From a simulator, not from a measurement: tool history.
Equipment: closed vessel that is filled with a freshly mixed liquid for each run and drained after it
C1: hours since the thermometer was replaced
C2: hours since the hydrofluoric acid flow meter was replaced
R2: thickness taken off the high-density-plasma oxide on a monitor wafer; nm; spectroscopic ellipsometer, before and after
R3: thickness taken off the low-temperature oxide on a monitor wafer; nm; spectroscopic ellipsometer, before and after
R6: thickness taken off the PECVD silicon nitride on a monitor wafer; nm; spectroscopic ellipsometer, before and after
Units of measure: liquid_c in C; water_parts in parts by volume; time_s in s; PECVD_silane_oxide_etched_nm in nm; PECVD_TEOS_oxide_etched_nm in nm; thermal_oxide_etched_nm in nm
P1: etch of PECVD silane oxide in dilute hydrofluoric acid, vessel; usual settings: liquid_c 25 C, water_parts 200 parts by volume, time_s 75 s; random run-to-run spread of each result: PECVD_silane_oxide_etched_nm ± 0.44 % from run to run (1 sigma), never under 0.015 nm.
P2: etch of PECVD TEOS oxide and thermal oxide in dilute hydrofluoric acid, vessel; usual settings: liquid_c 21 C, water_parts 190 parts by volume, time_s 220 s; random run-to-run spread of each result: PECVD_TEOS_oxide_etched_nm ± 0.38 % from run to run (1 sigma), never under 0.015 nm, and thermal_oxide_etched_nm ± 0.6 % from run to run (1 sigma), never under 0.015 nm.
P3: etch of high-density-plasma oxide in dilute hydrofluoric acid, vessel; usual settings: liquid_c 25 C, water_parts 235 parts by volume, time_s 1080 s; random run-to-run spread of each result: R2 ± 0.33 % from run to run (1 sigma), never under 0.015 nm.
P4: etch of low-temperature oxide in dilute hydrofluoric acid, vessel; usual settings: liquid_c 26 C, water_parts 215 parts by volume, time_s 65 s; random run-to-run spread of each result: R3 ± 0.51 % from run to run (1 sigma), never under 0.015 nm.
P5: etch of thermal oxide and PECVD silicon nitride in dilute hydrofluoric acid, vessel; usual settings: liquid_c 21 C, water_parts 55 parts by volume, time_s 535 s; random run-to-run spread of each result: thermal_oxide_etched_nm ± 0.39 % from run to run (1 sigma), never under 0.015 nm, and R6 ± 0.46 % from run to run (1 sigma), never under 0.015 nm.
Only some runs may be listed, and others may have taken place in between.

{"run": 1, "hour": 13.4, "process": "P1", "liquid_c": 25, "water_parts": 200, "time_s": 75, "C1": 1066.3, "C2": 1143.1, "PECVD_silane_oxide_etched_nm": 15.045}
{"run": 2, "hour": 22.2, "process": "P3", "liquid_c": 25, "water_parts": 235, "time_s": 1080, "C1": 1075.1, "C2": 1151.9, "R2": 37.263}
{"run": 3, "hour": 32.2, "process": "P3", "liquid_c": 25, "water_parts": 235, "time_s": 1080, "C1": 1085.1, "C2": 1161.9, "R2": 37.415}
{"run": 4, "hour": 47.6, "process": "P4", "liquid_c": 26, "water_parts": 310, "time_s": 65, "C1": 1100.5, "C2": 1177.3, "R3": 4.5178}
{"run": 5, "hour": 65.9, "process": "P2", "liquid_c": 21, "water_parts": 190, "time_s": 220, "C1": 1118.8, "C2": 1195.6, "PECVD_TEOS_oxide_etched_nm": 21.192, "thermal_oxide_etched_nm": 4.4424}
{"run": 6, "hour": 81.2, "process": "P1", "liquid_c": 29.5, "water_parts": 345, "time_s": 75, "C1": 1134.1, "C2": 1210.9, "PECVD_silane_oxide_etched_nm": 8.6155}
{"run": 7, "hour": 90.6, "process": "P1", "liquid_c": 25, "water_parts": 200, "time_s": 75, "C1": 1143.5, "C2": 1220.3, "PECVD_silane_oxide_etched_nm": 14.877}
{"run": 8, "hour": 103.5, "process": "P3", "liquid_c": 25, "water_parts": 235, "time_s": 1890, "C1": 1156.4, "C2": 1233.2, "R2": 65.547}
{"run": 9, "hour": 118.6, "process": "P4", "liquid_c": 31, "water_parts": 215, "time_s": 65, "C1": 1171.5, "C2": 1248.3, "R3": 8.6645}
{"run": 10, "hour": 133.6, "process": "P1", "liquid_c": 25, "water_parts": 265, "time_s": 40, "C1": 1186.5, "C2": 1263.3, "PECVD_silane_oxide_etched_nm": 5.6463}
{"run": 11, "hour": 145.3, "process": "P2", "liquid_c": 21, "water_parts": 75, "time_s": 220, "C1": 1198.2, "C2": 1275, "PECVD_TEOS_oxide_etched_nm": 61.239, "thermal_oxide_etched_nm": 12.571}
{"run": 12, "hour": 155.1, "process": "P1", "liquid_c": 25, "water_parts": 285, "time_s": 75, "C1": 1208, "C2": 1284.8, "PECVD_silane_oxide_etched_nm": 9.5192}
{"run": 13, "hour": 171.6, "process": "P1", "liquid_c": 25, "water_parts": 200, "time_s": 75, "C1": 1224.5, "C2": 1301.3, "PECVD_silane_oxide_etched_nm": 15.049}
{"run": 14, "hour": 189.8, "process": "P5", "liquid_c": 21, "water_parts": 55, "time_s": 905, "C1": 1242.7, "C2": 1319.5, "thermal_oxide_etched_nm": 73.106, "R6": 56.33}
{"run": 15, "hour": 207.3, "process": "P1", "liquid_c": 17.5, "water_parts": 200, "time_s": 75, "C1": 1260.2, "C2": 1337, "PECVD_silane_oxide_etched_nm": 11.165}
{"run": 16, "hour": 221.4, "process": "P1", "liquid_c": 25, "water_parts": 200, "time_s": 75, "C1": 1274.3, "C2": 1351.1, "PECVD_silane_oxide_etched_nm": 14.905}
{"run": 17, "hour": 236.3, "process": "P1", "liquid_c": 25, "water_parts": 200, "time_s": 35, "C1": 1289.2, "C2": 1366, "PECVD_silane_oxide_etched_nm": 6.9382}
{"run": 18, "hour": 249.9, "process": "P2", "liquid_c": 21, "water_parts": 190, "time_s": 375, "C1": 1302.8, "C2": 1379.6, "PECVD_TEOS_oxide_etched_nm": 36.142, "thermal_oxide_etched_nm": 7.5057}
{"run": 19, "hour": 264.4, "process": "P1", "liquid_c": 25, "water_parts": 200, "time_s": 75, "C1": 1317.3, "C2": 1394.1, "PECVD_silane_oxide_etched_nm": 15.025}
{"run": 20, "hour": 279.6, "process": "P5", "liquid_c": 21, "water_parts": 55, "time_s": 535, "C1": 1332.5, "C2": 1409.3, "thermal_oxide_etched_nm": 43.343, "R6": 33.605}
{"run": 21, "hour": 291.7, "process": "P1", "liquid_c": 25, "water_parts": 200, "time_s": 125, "C1": 1344.6, "C2": 1421.4, "PECVD_silane_oxide_etched_nm": 24.946}
{"run": 22, "hour": 307.8, "process": "P2", "liquid_c": 29, "water_parts": 190, "time_s": 220, "C1": 1360.7, "C2": 1437.5, "PECVD_TEOS_oxide_etched_nm": 28.262, "thermal_oxide_etched_nm": 5.9125}
{"run": 23, "hour": 319.6, "process": "P1", "liquid_c": 28.5, "water_parts": 200, "time_s": 75, "C1": 1372.5, "C2": 1449.3, "PECVD_silane_oxide_etched_nm": 17.104}
{"run": 24, "hour": 329.9, "process": "P5", "liquid_c": 29, "water_parts": 55, "time_s": 535, "C1": 1382.8, "C2": 1459.6, "thermal_oxide_etched_nm": 59.72, "R6": 57.485}
{"run": 25, "hour": 345.0, "process": "P4", "liquid_c": 26, "water_parts": 215, "time_s": 30, "C1": 1397.9, "C2": 1474.7, "R3": 3.3633}

What does the tool deliver on the next run?
{"run": 26, "hour": 360.3, "process": "P5", "liquid_c": 21, "water_parts": 55, "time_s": 535, "C1": 1413.2, "C2": 1490, "thermal_oxide_etched_nm": "?", "R6": "?"}

thermal_oxide_etched_nm: 43.269 nm
R6: 33.596 nm
